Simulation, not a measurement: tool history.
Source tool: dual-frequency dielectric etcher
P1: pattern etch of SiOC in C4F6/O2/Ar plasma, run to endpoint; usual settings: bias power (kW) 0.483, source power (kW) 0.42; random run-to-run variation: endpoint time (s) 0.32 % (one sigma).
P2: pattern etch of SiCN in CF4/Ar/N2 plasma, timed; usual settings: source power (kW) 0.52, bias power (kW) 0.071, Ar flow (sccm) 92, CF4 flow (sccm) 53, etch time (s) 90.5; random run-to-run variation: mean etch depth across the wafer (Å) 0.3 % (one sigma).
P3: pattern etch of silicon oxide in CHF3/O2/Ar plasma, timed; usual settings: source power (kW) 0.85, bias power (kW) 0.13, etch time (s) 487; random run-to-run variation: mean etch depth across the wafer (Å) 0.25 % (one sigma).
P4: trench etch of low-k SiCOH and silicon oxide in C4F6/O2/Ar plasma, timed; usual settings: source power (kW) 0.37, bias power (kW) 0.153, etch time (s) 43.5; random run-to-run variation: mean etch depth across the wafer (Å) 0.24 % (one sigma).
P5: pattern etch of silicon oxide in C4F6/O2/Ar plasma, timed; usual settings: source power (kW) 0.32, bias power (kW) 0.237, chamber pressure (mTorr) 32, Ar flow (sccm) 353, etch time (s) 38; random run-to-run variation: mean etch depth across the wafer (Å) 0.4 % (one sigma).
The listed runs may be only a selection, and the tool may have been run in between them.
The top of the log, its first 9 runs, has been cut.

run   hour  process that ran  bias power (kW)  source power (kW)  chamber pressure (mTorr)  Ar flow (sccm)  etch time (s)  CF4 flow (sccm)  hours since the last wet clean  hours since the last bias power generator calibration  hours since the last source power generator calibration  endpoint time (s)  mean etch depth across the wafer (Å)
 10  115.6                P2            0.055               0.52                                        92           90.5               53                           319.2                                                  892.6                                                   1508.6                                                   773.22
 11  129.7                P4            0.153               0.37                                                     43.5                                            333.3                                                  906.7                                                   1522.7                                                   1279.9
 12  142.7                P5            0.237               0.32                        32             279             38                                            346.3                                                  919.7                                                   1535.7                                                   1185.2
 13  155.6                P5            0.237               0.32                        32             353             55                                            359.2                                                  932.6                                                   1548.6                                                   1673.6
 14  163.1                P1            0.633               0.42                                                                                                     366.7                                                  940.1                                                   1556.1             8.5888
 15  173.3                P4            0.153               0.37                                                       55                                            376.9                                                  950.3                                                   1566.3                                                   1620.5
 16  182.3                P1            0.483               0.42                                                                                                     385.9                                                  959.3                                                   1575.3             9.5237
     186.9  -- bias power generator calibrated
 17  197.2                P5            0.237               0.32                        42             353             38                                            400.8                                                   10.4                                                   1590.2                                                   1121.2
 18  205.4                P1            0.483               0.34                                                                                                       409                                                   18.6                                                   1598.4             10.316
 19  219.8                P3             0.13               0.85                                                      487                                            423.4                                                     33                                                   1612.8                                                    10111
 20  233.3                P5            0.237               0.44                        32             353             38                                            436.9                                                   46.5                                                   1626.3                                                   1310.5
 21  241.7                P5            0.314               0.32                        32             353             38                                            445.3                                                   54.9                                                   1634.7                                                   1283.1
 22    257                P2            0.071               0.52                                        92           90.5               37                           460.6                                                   70.2                                                     1650                                                   794.01
 23  266.3                P3             0.18               0.85                                                      487                                            469.9                                                   79.5                                                   1659.3                                                    11210
 24  280.6                P1            0.346               0.42                                                                                                     484.2                                                   93.8                                                   1673.6             10.769
 25  288.2                P1            0.483               0.42                                                                                                     491.8                                                  101.4                                                   1681.2             9.5107
 26  296.1                P2            0.071               0.31                                        92           90.5               53                           499.7                                                  109.3                                                   1689.1                                                   536.51
 27  304.3                P3             0.13               0.85                                                      334                                            507.9                                                  117.5                                                   1697.3                                                   6959.4

Estimate the outcome of run 28 from the log above:
 28  319.9                P1            0.483               0.42                                                                                                     523.5                                                  133.1                                                   1712.9                  ?

Run 28 came out at endpoint time (s) 9.5046.
